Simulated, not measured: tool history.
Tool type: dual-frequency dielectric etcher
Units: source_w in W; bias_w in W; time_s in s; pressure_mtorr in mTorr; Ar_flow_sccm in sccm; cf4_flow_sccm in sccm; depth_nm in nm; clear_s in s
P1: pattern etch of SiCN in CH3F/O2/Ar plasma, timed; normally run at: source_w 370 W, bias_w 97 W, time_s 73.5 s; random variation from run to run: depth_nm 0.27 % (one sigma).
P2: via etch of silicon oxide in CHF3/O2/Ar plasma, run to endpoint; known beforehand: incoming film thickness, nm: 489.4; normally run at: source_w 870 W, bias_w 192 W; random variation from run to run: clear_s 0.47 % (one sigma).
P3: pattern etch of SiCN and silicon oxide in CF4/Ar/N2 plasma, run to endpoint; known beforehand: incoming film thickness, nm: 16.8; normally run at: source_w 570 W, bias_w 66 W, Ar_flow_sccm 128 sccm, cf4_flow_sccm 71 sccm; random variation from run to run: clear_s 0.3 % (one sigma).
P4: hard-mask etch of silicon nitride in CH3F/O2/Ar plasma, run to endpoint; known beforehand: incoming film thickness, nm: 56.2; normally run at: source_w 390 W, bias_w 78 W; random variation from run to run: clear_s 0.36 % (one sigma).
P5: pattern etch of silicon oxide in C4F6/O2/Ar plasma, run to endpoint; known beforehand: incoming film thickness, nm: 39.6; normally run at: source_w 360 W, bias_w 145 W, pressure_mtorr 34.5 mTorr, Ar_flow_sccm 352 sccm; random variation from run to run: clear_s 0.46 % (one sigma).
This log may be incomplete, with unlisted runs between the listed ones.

Run 1, hour 11.4: process P1, source_w 370 W, bias_w 97 W, time_s 73.5 s. Result: depth_nm 29.997 nm.
Run 2, hour 27: process P1, source_w 370 W, bias_w 97 W, time_s 73.5 s. Result: depth_nm 29.895 nm.
Run 3, hour 43.9: process P1, source_w 260 W, bias_w 97 W, time_s 104 s. Result: depth_nm 37.098 nm.
Run 4, hour 59.1: process P4, source_w 390 W, bias_w 78 W. Result: clear_s 80.706 s.
Run 5, hour 72.4: process P5, source_w 360 W, bias_w 145 W, pressure_mtorr 34.5 mTorr, Ar_flow_sccm 418 sccm. Result: clear_s 14.368 s.
Run 6, hour 81.8: process P5, source_w 270 W, bias_w 145 W, pressure_mtorr 34.5 mTorr, Ar_flow_sccm 352 sccm. Result: clear_s 15.896 s.
Run 7, hour 97.5: process P1, source_w 370 W, bias_w 97 W, time_s 73.5 s. Result: depth_nm 29.912 nm.
Run 8, hour 105: process P1, source_w 370 W, bias_w 123 W, time_s 73.5 s. Result: depth_nm 32.628 nm.
Run 9, hour 120.3: process P3, source_w 570 W, bias_w 83 W, Ar_flow_sccm 128 sccm, cf4_flow_sccm 71 sccm. Result: clear_s 15.603 s.
Run 10, hour 135.7: process P1, source_w 370 W, bias_w 97 W, time_s 102 s. Result: depth_nm 41.59 nm.
Run 11, hour 145.2: process P1, source_w 370 W, bias_w 97 W, time_s 73.5 s. Result: depth_nm 30.054 nm.
Run 12, hour 161.4: process P5, source_w 360 W, bias_w 93 W, pressure_mtorr 34.5 mTorr, Ar_flow_sccm 352 sccm. Result: clear_s 16.022 s.
Run 13, hour 172: process P1, source_w 370 W, bias_w 71 W, time_s 73.5 s. Result: depth_nm 26.771 nm.
Run 14, hour 181.5: process P4, source_w 390 W, bias_w 109 W. Result: clear_s 71.633 s.
Run 15, hour 191.6: process P1, source_w 270 W, bias_w 97 W, time_s 73.5 s. Result: depth_nm 26.641 nm.
Run 16, hour 208.6: process P2, source_w 500 W, bias_w 192 W. Result: clear_s 255.02 s.
At hour 210.1: wet clean of the chamber.
Run 17, hour 216.9: process P3, source_w 380 W, bias_w 66 W, Ar_flow_sccm 128 sccm, cf4_flow_sccm 71 sccm. Result: clear_s 24.131 s.
Run 18, hour 229.5: process P2, source_w 870 W, bias_w 192 W. Result: clear_s 208.18 s.
Run 19, hour 240.8: process P2, source_w 870 W, bias_w 192 W. Result: clear_s 207.2 s.
Run 20, hour 256.8: process P3, source_w 570 W, bias_w 66 W, Ar_flow_sccm 128 sccm, cf4_flow_sccm 93 sccm. Result: clear_s 16.13 s.
Run 21, hour 269.8: process P3, source_w 570 W, bias_w 66 W, Ar_flow_sccm 75 sccm, cf4_flow_sccm 71 sccm. Result: clear_s 15.594 s.
Run 22, hour 283.6: process P4, source_w 540 W, bias_w 78 W. Result: clear_s 71.072 s.
Run 23, hour 300.8: process P2, source_w 870 W, bias_w 270 W. Result: clear_s 182.9 s.
Run 24, hour 312.3: process P1, source_w 370 W, bias_w 97 W, time_s 51 s. Result: depth_nm 20.711 nm.
Run 25, hour 321.7: process P1, source_w 440 W, bias_w 97 W, time_s 73.5 s. Result: depth_nm 31.992 nm.
Run 26, hour 335.4: process P1, source_w 370 W, bias_w 97 W, time_s 73.5 s. Result: depth_nm 30.066 nm.
Run 27, hour 350.9: process P1, source_w 370 W, bias_w 97 W, time_s 73.5 s. Result: depth_nm 29.921 nm.
Run 28, hour 359.8: process P1, source_w 370 W, bias_w 97 W, time_s 73.5 s. Result: depth_nm 29.928 nm.
Run 29, hour 376.8: process P5, source_w 360 W, bias_w 145 W, pressure_mtorr 34.5 mTorr, Ar_flow_sccm 352 sccm. Result: clear_s 14.072 s.
Run 30, hour 385.3: process P3, source_w 570 W, bias_w 66 W, Ar_flow_sccm 128 sccm, cf4_flow_sccm 71 sccm. Result: clear_s 16.924 s.
Run 31, hour 400.4: process P4, source_w 390 W, bias_w 78 W. Result: clear_s 80.872 s.
Run 32, hour 411.8: process P5, source_w 360 W, bias_w 145 W, pressure_mtorr 41.5 mTorr, Ar_flow_sccm 352 sccm. Result: clear_s 14.482 s.
Run 33, hour 420.1: process P1, source_w 370 W, bias_w 97 W, time_s 73.5 s. Result: depth_nm 30.031 nm.
Run 34, hour 428: process P1, source_w 370 W, bias_w 97 W, time_s 73.5 s. Result: depth_nm 30.097 nm.
Run 35, hour 438: process P1, source_w 370 W, bias_w 97 W, time_s 73.5 s. Result: depth_nm 30.207 nm.
At hour 446.7: wet clean of the chamber.
Run 36, hour 451: process P1, source_w 370 W, bias_w 97 W, time_s 73.5 s. Result: depth_nm 30.203 nm.
Run 37, hour 459.2: process P1, source_w 370 W, bias_w 97 W, time_s 73.5 s. Result: depth_nm 30.356 nm.
Run 38, hour 466.9: process P1, source_w 370 W, bias_w 97 W, time_s 73.5 s. Result: depth_nm 30.179 nm.
Run 39, hour 477: process P1, source_w 370 W, bias_w 97 W, time_s 73.5 s. Result: depth_nm 30.383 nm.

The log shows P1 creeping away from where it was. Any of the 2 causes listed here, at the size stated for it, fits the log just as well as the others:
A: bias power that arrives over what is set, % = 3.67
B: source power that arrives over what is set, % = 3.77
Onset of the creep was near hour 420.1.
The rest of the possible causes, and what rules out each one:
chamber walls in a state that raises the etch rate, %: serviced at hour 446.7, after the drift had started, without restoring the earlier output

Which of the check runs below tells the causes apart, meaning the causes would give it clearly different results? Each run uses 2 wafers whose results are averaged, and each result is shown as a question mark.
Run check 1, hour 487.1: process P3, source_w 570 W, bias_w 66 W, Ar_flow_sccm 128 sccm, cf4_flow_sccm 71 sccm. Result: clear_s ?.
Run check 2, hour 487.1: process P4, source_w 390 W, bias_w 78 W. Result: clear_s ?.
Run check 3, hour 487.1: process P5, source_w 360 W, bias_w 145 W, pressure_mtorr 34.5 mTorr, Ar_flow_sccm 352 sccm. Result: clear_s ?.
Run check 4, hour 487.1: process P2, source_w 870 W, bias_w 192 W. Result: clear_s ?.

Check results expected under each cause:
  check   result    if A    if B
check 1  clear_s  16.692  16.354
check 2  clear_s  79.654  79.548
check 3  clear_s  13.962  13.912
check 4  clear_s  204.07  203.62
Distance between the nearest two causes, measured in the result of the check that separates them most: check 1 2.04 %; check 2 0.13 %; check 3 0.36 %; check 4 0.22 %
Check 1 is the one run that separates the causes; every other check would come out nearly the same whichever cause is at work.

Then check 1 was run and gave: clear_s 16.408 s. Which cause is it?

Of the candidate causes, it is B: source power that arrives over what is set, %.
